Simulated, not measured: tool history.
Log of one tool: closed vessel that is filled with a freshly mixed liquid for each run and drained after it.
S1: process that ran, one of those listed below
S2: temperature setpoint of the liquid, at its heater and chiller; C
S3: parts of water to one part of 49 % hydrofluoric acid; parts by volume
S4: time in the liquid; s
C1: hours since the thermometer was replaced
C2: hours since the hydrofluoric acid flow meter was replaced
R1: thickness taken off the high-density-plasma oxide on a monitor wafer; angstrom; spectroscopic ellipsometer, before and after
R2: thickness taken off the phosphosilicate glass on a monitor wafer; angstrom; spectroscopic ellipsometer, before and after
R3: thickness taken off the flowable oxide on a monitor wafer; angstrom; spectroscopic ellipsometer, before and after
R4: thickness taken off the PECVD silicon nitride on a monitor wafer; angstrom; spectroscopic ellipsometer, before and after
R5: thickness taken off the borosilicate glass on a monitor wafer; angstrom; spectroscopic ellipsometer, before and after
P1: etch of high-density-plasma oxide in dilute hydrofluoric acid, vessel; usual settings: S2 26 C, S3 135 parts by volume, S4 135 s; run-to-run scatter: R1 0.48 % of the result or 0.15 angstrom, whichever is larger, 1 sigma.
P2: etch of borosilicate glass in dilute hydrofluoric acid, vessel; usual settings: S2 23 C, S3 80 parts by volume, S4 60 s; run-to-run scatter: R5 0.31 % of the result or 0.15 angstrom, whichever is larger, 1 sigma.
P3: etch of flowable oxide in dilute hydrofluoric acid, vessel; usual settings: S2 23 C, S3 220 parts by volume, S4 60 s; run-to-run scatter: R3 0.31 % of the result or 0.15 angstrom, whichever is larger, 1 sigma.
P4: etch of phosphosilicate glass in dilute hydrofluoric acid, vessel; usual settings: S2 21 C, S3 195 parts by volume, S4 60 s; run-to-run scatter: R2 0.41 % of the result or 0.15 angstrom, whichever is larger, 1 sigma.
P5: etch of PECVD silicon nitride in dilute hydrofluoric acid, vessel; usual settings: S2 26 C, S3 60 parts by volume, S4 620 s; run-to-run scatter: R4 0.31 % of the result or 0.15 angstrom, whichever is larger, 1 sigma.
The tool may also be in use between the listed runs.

run,hour,S1,S2,S3,S4,C1,C2,R1,R2,R3,R4,R5
1,9.2,P1,26,135,135,138.2,896.7,113.38,,,,
2,16.7,P1,26,30,135,145.7,904.2,582.41,,,,
3,25.9,P1,26,135,30,154.9,913.4,25.676,,,,
4,32.4,P4,21,345,60,161.4,919.9,,233.93,,,
5,43.4,P1,18,135,135,172.4,930.9,82.693,,,,
6,54.3,P3,18.5,220,60,183.3,941.8,,,105.78,,
7,63.8,P5,18.5,60,620,192.8,951.3,,,,139.45,
8,71.5,P2,23,80,105,200.5,959,,,,,408.9
9,80.2,P1,26,135,135,209.2,967.7,113.28,,,,
10,91.5,P3,23,85,60,220.5,979,,,377.83,,
11,99.6,P3,23,220,115,228.6,987.1,,,240.9,,
12,109,P1,26,70,190,238,996.5,336.17,,,,
13,118.3,P1,26,135,135,247.3,1005.8,113.48,,,,
14,129.2,P3,23,220,60,258.2,1016.7,,,125.12,,
15,140.6,P2,23,80,60,269.6,1028.1,,,,,232.44
16,147.3,P1,26,205,135,276.3,1034.8,68.349,,,,
17,155.8,P4,21,195,60,284.8,1043.3,,474.28,,,
18,165.7,P1,26,135,135,294.7,1053.2,113.09,,,,
19,171.9,P2,23,130,60,300.9,1059.4,,,,,133.95
20,179.2,P5,26,90,620,308.2,1066.7,,,,155.15,
21,186.3,P5,26,60,150,315.3,1073.8,,,,55.823,
22,196.6,P1,26,135,135,325.6,1084.1,113.36,,,,
23,205.7,P5,26,60,620,334.7,1093.2,,,,231.7,
24,211,P4,17,195,60,340,1098.5,,408.34,,,

The next listed run, before its measurement:
25,221.9,P2,31,80,60,350.9,1109.4,,,,,?

R5: 316.86 angstrom
